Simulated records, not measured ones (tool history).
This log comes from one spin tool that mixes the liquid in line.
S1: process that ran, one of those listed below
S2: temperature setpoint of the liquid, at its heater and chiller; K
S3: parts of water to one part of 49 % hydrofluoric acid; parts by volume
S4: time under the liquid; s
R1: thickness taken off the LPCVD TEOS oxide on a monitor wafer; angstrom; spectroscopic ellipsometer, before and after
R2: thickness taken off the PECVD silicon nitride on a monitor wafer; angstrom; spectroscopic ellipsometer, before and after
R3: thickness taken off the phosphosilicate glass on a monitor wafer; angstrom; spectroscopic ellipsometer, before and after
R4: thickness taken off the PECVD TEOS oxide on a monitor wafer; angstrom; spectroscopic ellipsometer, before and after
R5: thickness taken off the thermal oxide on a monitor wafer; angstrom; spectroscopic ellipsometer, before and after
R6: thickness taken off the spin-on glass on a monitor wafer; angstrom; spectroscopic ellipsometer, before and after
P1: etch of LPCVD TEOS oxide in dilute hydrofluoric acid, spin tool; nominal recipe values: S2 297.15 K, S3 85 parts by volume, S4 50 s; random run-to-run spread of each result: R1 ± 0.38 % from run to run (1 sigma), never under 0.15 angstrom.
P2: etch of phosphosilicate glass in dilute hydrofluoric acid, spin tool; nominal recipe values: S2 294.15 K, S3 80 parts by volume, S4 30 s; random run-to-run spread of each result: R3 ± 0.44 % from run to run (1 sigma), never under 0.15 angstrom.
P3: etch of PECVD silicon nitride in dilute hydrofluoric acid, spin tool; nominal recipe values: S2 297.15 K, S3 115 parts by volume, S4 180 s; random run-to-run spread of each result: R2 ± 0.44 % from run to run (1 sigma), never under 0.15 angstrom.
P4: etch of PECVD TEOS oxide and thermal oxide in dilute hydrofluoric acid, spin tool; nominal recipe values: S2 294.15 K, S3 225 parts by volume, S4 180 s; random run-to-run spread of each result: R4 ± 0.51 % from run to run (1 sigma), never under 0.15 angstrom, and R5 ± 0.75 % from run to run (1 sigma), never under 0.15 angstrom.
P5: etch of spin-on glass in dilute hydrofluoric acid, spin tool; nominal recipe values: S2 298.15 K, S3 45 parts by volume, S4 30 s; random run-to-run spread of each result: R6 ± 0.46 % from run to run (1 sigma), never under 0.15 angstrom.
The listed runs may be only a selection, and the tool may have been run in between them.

run 1 hour=3.7 | S1=P1 S2=297.15 S3=85 S4=50 | R1=195.790
run 2 hour=5.9 | S1=P1 S2=297.15 S3=85 S4=75 | R1=294.920
run 3 hour=9.9 | S1=P3 S2=297.15 S3=115 S4=180 | R2=65.6670
run 4 hour=12.9 | S1=P3 S2=302.15 S3=115 S4=180 | R2=89.9480
run 5 hour=15.3 | S1=P3 S2=297.15 S3=180 S4=180 | R2=41.8760
run 6 hour=17.8 | S1=P1 S2=300.65 S3=20 S4=50 | R1=1050.200
run 7 hour=22.2 | S1=P1 S2=297.15 S3=85 S4=50 | R1=195.050
run 8 hour=24.4 | S1=P1 S2=303.65 S3=85 S4=50 | R1=254.320
run 9 hour=28.6 | S1=P2 S2=290.15 S3=80 S4=30 | R3=201.28
run 10 hour=30.9 | S1=P1 S2=290.65 S3=85 S4=50 | R1=149.750
run 11 hour=33.8 | S1=P4 S2=294.15 S3=225 S4=355 | R4=221.770 R5=57.342
run 12 hour=38.3 | S1=P1 S2=297.15 S3=85 S4=50 | R1=195.800
run 13 hour=41.2 | S1=P1 S2=297.15 S3=20 S4=50 | R1=905.070
run 14 hour=45.6 | S1=P1 S2=297.15 S3=145 S4=50 | R1=106.610
run 15 hour=50.0 | S1=P1 S2=297.15 S3=85 S4=50 | R1=195.400
run 16 hour=54.3 | S1=P1 S2=297.15 S3=85 S4=15 | R1=58.443
run 17 hour=58.0 | S1=P2 S2=294.15 S3=40 S4=30 | R3=501.07
run 18 hour=60.6 | S1=P2 S2=294.15 S3=80 S4=15 | R3=119.14
run 19 hour=62.8 | S1=P3 S2=297.15 S3=115 S4=180 | R2=65.6640
run 20 hour=65.6 | S1=P1 S2=297.15 S3=145 S4=90 | R1=191.970
run 21 hour=69.3 | S1=P1 S2=297.15 S3=55 S4=20 | R1=126.200
run 22 hour=72.4 | S1=P3 S2=297.15 S3=115 S4=25 | R2=9.0754
run 23 hour=75.2 | S1=P4 S2=294.15 S3=225 S4=180 | R4=112.920 R5=29.226
run 24 hour=79.6 | S1=P5 S2=294.15 S3=45 S4=30 | R6=167.250
run 25 hour=82.1 | S1=P5 S2=298.15 S3=45 S4=30 | R6=197.980
run 26 hour=85.0 | S1=P1 S2=297.15 S3=85 S4=50 | R1=194.970
run 27 hour=89.4 | S1=P5 S2=298.15 S3=70 S4=30 | R6=123.570
run 28 hour=92.2 | S1=P4 S2=294.15 S3=345 S4=180 | R4=65.918 R5=16.976
run 29 hour=94.8 | S1=P2 S2=294.15 S3=80 S4=30 | R3=237.72
run 30 hour=97.4 | S1=P2 S2=294.15 S3=80 S4=30 | R3=239.03
run 31 hour=100.9 | S1=P4 S2=290.15 S3=225 S4=180 | R4=97.165 R5=25.262
run 32 hour=104.8 | S1=P4 S2=294.15 S3=225 S4=180 | R4=113.480 R5=29.501
run 33 hour=109.1 | S1=P5 S2=298.15 S3=45 S4=15 | R6=98.974
run 34 hour=113.6 | S1=P1 S2=297.15 S3=85 S4=50 | R1=195.510
run 35 hour=118.1 | S1=P1 S2=297.15 S3=85 S4=50 | R1=190.720
run 36 hour=120.6 | S1=P1 S2=297.15 S3=85 S4=50 | R1=188.900
run 37 hour=122.9 | S1=P1 S2=297.15 S3=85 S4=50 | R1=188.300
run 38 hour=126.6 | S1=P1 S2=297.15 S3=85 S4=50 | R1=186.410
run 39 hour=129.1 | S1=P1 S2=297.15 S3=85 S4=50 | R1=186.830
run 40 hour=133.8 | S1=P1 S2=297.15 S3=85 S4=50 | R1=186.000
run 41 hour=137.8 | S1=P1 S2=297.15 S3=85 S4=50 | R1=184.750
run 42 hour=140.6 | S1=P1 S2=297.15 S3=85 S4=50 | R1=185.280
run 43 hour=145.1 | S1=P1 S2=297.15 S3=85 S4=50 | R1=184.550
run 44 hour=148.6 | S1=P1 S2=297.15 S3=85 S4=50 | R1=184.520
run 45 hour=152.6 | S1=P1 S2=297.15 S3=85 S4=50 | R1=184.010

The log shows P1 creeping away from where it was. Any of the 2 causes listed here, at the size stated for it, fits the log just as well as the others:
A: liquid colder than its thermometer reads (K) = 1.46
B: hydrofluoric acid flow below the setpoint (%) = 5.16
At approximately hour 113.6, the process output began to creep.

The check runs listed below each take one wafer, and their results are still question marks. Under which run would the listed causes lead to clearly different results?
run check 1 hour=156.6 | S1=P2 S2=294.15 S3=80 S4=30 | R3=?
run check 2 hour=156.6 | S1=P3 S2=297.15 S3=115 S4=180 | R2=?
run check 3 hour=156.6 | S1=P5 S2=298.15 S3=45 S4=30 | R6=?
run check 4 hour=156.6 | S1=P4 S2=294.15 S3=225 S4=180 | R4=? R5=?

Expected result of each check under each candidate cause:
check=check_1 result=R3 if_A=223.21 if_B=223.78
check=check_2 result=R2 if_A=59.5870 if_B=62.2540
check=check_3 result=R6 if_A=186.800 if_B=187.520
check=check_4 result=R4 if_A=107.010 if_B=106.000
check=check_4 result=R5 if_A=27.609 if_B=27.348
Per check, the gap between the least separated pair of causes, taken in the result that splits them most: check 1 0.26 %; check 2 4.38 %; check 3 0.38 %; check 4 0.95 %
Only check 2 tells the causes apart: in the others they would give nearly the same result.

Check 2 was then run and gave: R2 59.5880 angstrom. Which cause is it?

It was cause A: liquid colder than its thermometer reads (K).
